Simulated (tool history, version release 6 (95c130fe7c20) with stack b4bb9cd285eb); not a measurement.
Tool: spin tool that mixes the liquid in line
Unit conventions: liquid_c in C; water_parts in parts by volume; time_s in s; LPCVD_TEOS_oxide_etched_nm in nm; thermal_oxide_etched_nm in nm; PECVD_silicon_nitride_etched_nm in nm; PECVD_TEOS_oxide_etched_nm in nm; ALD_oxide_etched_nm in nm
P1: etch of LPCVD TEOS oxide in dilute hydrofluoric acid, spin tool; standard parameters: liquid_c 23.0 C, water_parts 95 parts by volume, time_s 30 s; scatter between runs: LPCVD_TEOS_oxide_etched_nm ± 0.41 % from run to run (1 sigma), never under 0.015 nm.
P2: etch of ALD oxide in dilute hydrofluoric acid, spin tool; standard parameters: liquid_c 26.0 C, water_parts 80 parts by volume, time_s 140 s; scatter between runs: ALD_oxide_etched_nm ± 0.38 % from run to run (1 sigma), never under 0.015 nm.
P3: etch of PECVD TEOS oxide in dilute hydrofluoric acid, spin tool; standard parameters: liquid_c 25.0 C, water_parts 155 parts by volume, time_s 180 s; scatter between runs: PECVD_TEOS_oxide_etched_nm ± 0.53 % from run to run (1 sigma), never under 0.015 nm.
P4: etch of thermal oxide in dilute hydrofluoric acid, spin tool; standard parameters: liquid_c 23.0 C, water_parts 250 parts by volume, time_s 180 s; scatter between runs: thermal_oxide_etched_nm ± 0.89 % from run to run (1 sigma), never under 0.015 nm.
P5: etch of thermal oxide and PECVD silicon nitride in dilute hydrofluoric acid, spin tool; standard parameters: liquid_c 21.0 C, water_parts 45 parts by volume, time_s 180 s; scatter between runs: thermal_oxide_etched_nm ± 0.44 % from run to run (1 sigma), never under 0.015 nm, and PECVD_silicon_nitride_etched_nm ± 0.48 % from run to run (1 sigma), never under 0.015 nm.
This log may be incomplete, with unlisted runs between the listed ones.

run   hour  process  liquid_c  water_parts  time_s  LPCVD_TEOS_oxide_etched_nm  thermal_oxide_etched_nm  PECVD_silicon_nitride_etched_nm  PECVD_TEOS_oxide_etched_nm  ALD_oxide_etched_nm
  1   11.1       P1      23.0           95      30                     13.1390
  2   23.9       P5      21.0           45      80                                              8.07860                           3.4311
  3   40.2       P1      23.0           95      30                     13.0410
  4   50.5       P5      25.5           45     180                                             21.80200                          10.4510
  5   58.7       P1      23.0           95      15                      6.5654
  6   70.9       P4      23.0          250     180                                              2.67960
  7   87.1       P1      23.0          175      30                      6.4369
  8  101.8       P1      23.0           95      60                     26.3270
  9  118.9       P3      18.0          155     180                                                                                                            7.1878
 10  131.2       P2      26.0           80     140                                                                                                                                 29.004
 11  140.8       P1      23.0           95      30                     13.0890
 12  153.5       P3      25.0          155     350                                                                                                           18.5630
 13  171.8       P2      20.5           80     140                                                                                                                                 23.122
 14  180.5       P1      23.0           95      30                     13.0640
 15  197.0       P1      23.0           40      30                     33.3500
 16  215.5       P1      30.0           95      30                     17.2240
 17  230.1       P4      17.0          250     180                                              2.13390
 18  248.2       P4      23.0          250      15                                              0.20813
 19  262.9       P4      23.0          155     180                                              4.92340
 20  280.7       P1      19.0           95      30                     11.0850
 21  298.3       P1      28.0           55      30                     29.0330
 22  313.1       P3      25.0           80     180                                                                                                           20.0230
 23  331.2       P5      21.0           65     180                                             12.14800                           5.3933
 24  344.5       P2      26.0           80      75                                                                                                                                 15.379
 25  357.6       P1      23.0          145      45                     12.0820
 26  373.6       P2      26.0          145     140                                                                                                                                 14.677
 27  386.3       P3      25.0          155     180                                                                                                            9.4860
 28  402.2       P1      23.0           95      30                     13.1130
 29  412.9       P5      21.0           45     180                                             18.01500                           7.7102
 30  423.7       P1      23.0           95      30                     13.1000
 31  442.3       P1      23.0           95      30                     12.8310
 32  458.2       P1      23.0           95      30                     12.5780
 33  473.8       P1      23.0           95      30                     12.3840
 34  486.5       P1      23.0           95      30                     12.3850
 35  502.8       P1      23.0           95      30                     12.3330
 36  519.1       P1      23.0           95      30                     12.2040
 37  534.6       P1      23.0           95      30                     12.1600
 38  544.6       P1      23.0           95      30                     12.0400
 39  561.7       P1      23.0           95      30                     12.1210
 40  578.1       P1      23.0           95      30                     12.1040
 41  587.8       P1      23.0           95      30                     12.2350

The log shows P1 creeping away from where it was. Any of the 2 causes listed here, at the size stated for it, fits the log just as well as the others:
A: liquid colder than its thermometer reads (K) = 1.84
B: hydrofluoric acid flow below the setpoint (%) = 6.42
The process output started creeping at around hour 423.7.

Listed below are the offered check runs, one wafer per run, with question marks in place of results. For which of them would the causes give clearly different outcomes?
check 1  597.5       P5      25.0           45      90                                                    ?                                ?
check 2  597.5       P4      23.0          250      50                                                    ?
check 3  597.5       P3      19.5          155     180                                                                                                                 ?
check 4  597.5       P2      26.0          115     140                                                                                                                                      ?

What every check run would give for each of its results, assuming each possible cause in turn:
  check                           result     if A     if B
check 1          thermal_oxide_etched_nm  9.89970  9.95280
check 1  PECVD_silicon_nitride_etched_nm   4.4738   4.7472
check 2          thermal_oxide_etched_nm  0.70332  0.69220
check 3       PECVD_TEOS_oxide_etched_nm   7.1216   7.0997
check 4              ALD_oxide_etched_nm   17.836   17.749
Gap, in per cent, between the two causes that each check separates least, read from the result that separates them most: check 1 5.93 %; check 2 1.59 %; check 3 0.31 %; check 4 0.49 %
Check 1 tells the causes apart: in the others they would give nearly the same result.

Check 1 has now been run. It gave: thermal_oxide_etched_nm 9.92100 nm; PECVD_silicon_nitride_etched_nm 4.7225 nm. Which of the candidate causes is it?

It is B: hydrofluoric acid flow below the setpoint (%).
